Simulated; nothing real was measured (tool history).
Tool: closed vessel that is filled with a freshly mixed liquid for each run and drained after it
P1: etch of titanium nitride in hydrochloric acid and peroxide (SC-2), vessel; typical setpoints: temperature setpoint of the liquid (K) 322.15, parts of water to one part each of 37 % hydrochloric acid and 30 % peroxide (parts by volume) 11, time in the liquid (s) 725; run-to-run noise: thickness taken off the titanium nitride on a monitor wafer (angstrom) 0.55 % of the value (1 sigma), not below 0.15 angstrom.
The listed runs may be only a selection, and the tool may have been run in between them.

run,day,temperature setpoint of the liquid (K),parts of water to one part each of 37 % hydrochloric acid and 30 % peroxide (parts by volume),time in the liquid (s),thickness taken off the titanium nitride on a monitor wafer (angstrom)
1,0.371,322.15,11,725,111
2,0.779,322.15,11,725,110.51
3,1.146,322.15,11,235,36.084
4,1.471,322.15,11,725,111.4
5,1.788,322.15,20,725,65.287
6,2.196,322.15,11,725,110.78
7,2.454,333.15,11,725,225.74
# day 2.583: thermometer replaced
8,2.75,322.15,11,1420,219.67
9,3.021,322.15,4,725,241.35
10,3.4,322.15,11,725,111.23
11,3.775,308.15,11,725,41.982
12,3.967,322.15,11,725,111.04
13,4.338,322.15,11,725,110.95
14,4.546,309.65,11,1375,88.432
15,4.929,322.15,11,725,111.97
16,5.354,322.15,11,725,116.35
17,5.738,322.15,11,725,117.76
18,6.138,322.15,11,725,118.79
19,6.529,322.15,11,725,120.93
20,6.838,322.15,11,725,121.66
21,7.05,322.15,11,725,121.9
22,7.467,322.15,11,725,120.01
23,7.708,322.15,11,725,121.76
24,7.896,322.15,11,725,121.13
25,8.121,322.15,11,725,123.01

Something has made what P1 gives creep away from where it was; the 2 causes below, each at its own stated size, fit the log equally well:
A: liquid hotter than its thermometer reads (K) = 1.36
B: chemicals flow above the setpoint (%) = 11.4
Creep in the process output first set in at about day 4.929.
All other causes, with the reason each is excluded:
peroxide weaker than its label (%): at its largest 8, which would move thickness taken off the titanium nitride on a monitor wafer (angstrom) by -7.4 %, too little to match the creep or of the wrong sign

The 4 check runs listed below each average the results of 3 wafers, and their outcomes are marked with question marks. Under which run would the listed causes produce clearly different results?
check 1,8.346,322.15,11,1140,?
check 2,8.346,308.15,17,725,?
check 3,8.346,322.15,18.5,1170,?
check 4,8.346,313.15,4,725,?

Outcome of each check run for each possible cause:
check,result,if A,if B
check 1,thickness taken off the titanium nitride on a monitor wafer (angstrom),191.8,191.74
check 2,thickness taken off the titanium nitride on a monitor wafer (angstrom),31.526,31.424
check 3,thickness taken off the titanium nitride on a monitor wafer (angstrom),124.83,125.58
check 4,thickness taken off the titanium nitride on a monitor wafer (angstrom),142.75,139.15
How far apart the two closest causes lie, in the result that separates them most: check 1 0.03 %; check 2 0.32 %; check 3 0.6 %; check 4 2.55 %
Of the check runs offered, only check 4 discriminates between the causes; the rest would read about the same regardless of which cause applies.

Check 4 was then run and gave: thickness taken off the titanium nitride on a monitor wafer (angstrom) 142.04. Which cause is it?

It is A: liquid hotter than its thermometer reads (K).
